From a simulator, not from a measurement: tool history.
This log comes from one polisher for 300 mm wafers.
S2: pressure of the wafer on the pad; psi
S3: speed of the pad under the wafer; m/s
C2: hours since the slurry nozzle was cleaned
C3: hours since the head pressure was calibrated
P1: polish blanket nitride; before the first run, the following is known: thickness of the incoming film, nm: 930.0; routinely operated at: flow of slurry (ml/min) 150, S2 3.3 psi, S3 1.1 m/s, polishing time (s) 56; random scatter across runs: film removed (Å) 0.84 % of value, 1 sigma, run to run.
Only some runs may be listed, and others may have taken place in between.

run 1 hour=4.9 | flow_of_slurry_(ml/min)=150 S2=3.3 S3=1.1 polishing_time_(s)=56 | wafers_polished_on_this_pad=248 C2=123.2 C3=668.2 | film_removed_(Å)=988.03
run 2 hour=8 | flow_of_slurry_(ml/min)=220 S2=3.3 S3=1.1 polishing_time_(s)=56 | wafers_polished_on_this_pad=290 C2=126.3 C3=671.3 | film_removed_(Å)=1037.4
run 3 hour=13.5 | flow_of_slurry_(ml/min)=150 S2=3.3 S3=1.1 polishing_time_(s)=56 | wafers_polished_on_this_pad=364 C2=131.8 C3=676.8 | film_removed_(Å)=984.82
run 4 hour=16.8 | flow_of_slurry_(ml/min)=150 S2=1.5 S3=1.1 polishing_time_(s)=56 | wafers_polished_on_this_pad=408 C2=135.1 C3=680.1 | film_removed_(Å)=442.79
run 5 hour=21 | flow_of_slurry_(ml/min)=90 S2=5.1 S3=1.1 polishing_time_(s)=56 | wafers_polished_on_this_pad=465 C2=139.3 C3=684.3 | film_removed_(Å)=1335
run 6 hour=23.6 | flow_of_slurry_(ml/min)=90 S2=3.3 S3=1.1 polishing_time_(s)=56 | wafers_polished_on_this_pad=499 C2=141.9 C3=686.9 | film_removed_(Å)=868.72
-- hour=28.6 head pressure recalibrated
run 7 hour=29 | flow_of_slurry_(ml/min)=150 S2=3.3 S3=1.1 polishing_time_(s)=56 | wafers_polished_on_this_pad=572 C2=147.3 C3=0.5 | film_removed_(Å)=974.82
run 8 hour=33.1 | flow_of_slurry_(ml/min)=150 S2=3.3 S3=1.1 polishing_time_(s)=56 | wafers_polished_on_this_pad=627 C2=151.4 C3=4.6 | film_removed_(Å)=980.16
run 9 hour=35.9 | flow_of_slurry_(ml/min)=150 S2=3.3 S3=1.1 polishing_time_(s)=31 | wafers_polished_on_this_pad=665 C2=154.2 C3=7.4 | film_removed_(Å)=544.97
run 10 hour=39.8 | flow_of_slurry_(ml/min)=150 S2=1.6 S3=1.1 polishing_time_(s)=33 | wafers_polished_on_this_pad=717 C2=158.1 C3=11.3 | film_removed_(Å)=275.1
run 11 hour=42.5 | flow_of_slurry_(ml/min)=150 S2=3.3 S3=0.82 polishing_time_(s)=79 | wafers_polished_on_this_pad=753 C2=160.8 C3=14 | film_removed_(Å)=1088.1
run 12 hour=44.9 | flow_of_slurry_(ml/min)=150 S2=3.3 S3=0.6 polishing_time_(s)=56 | wafers_polished_on_this_pad=786 C2=163.2 C3=16.4 | film_removed_(Å)=608
run 13 hour=48 | flow_of_slurry_(ml/min)=150 S2=3.3 S3=1.48 polishing_time_(s)=56 | wafers_polished_on_this_pad=827 C2=166.3 C3=19.5 | film_removed_(Å)=1238.2

What does the tool deliver on the next run?
run 14 hour=50.5 | flow_of_slurry_(ml/min)=150 S2=3.3 S3=1.1 polishing_time_(s)=76 | wafers_polished_on_this_pad=861 C2=168.8 C3=22 | film_removed_(Å)=?

film removed (Å): 1340.6
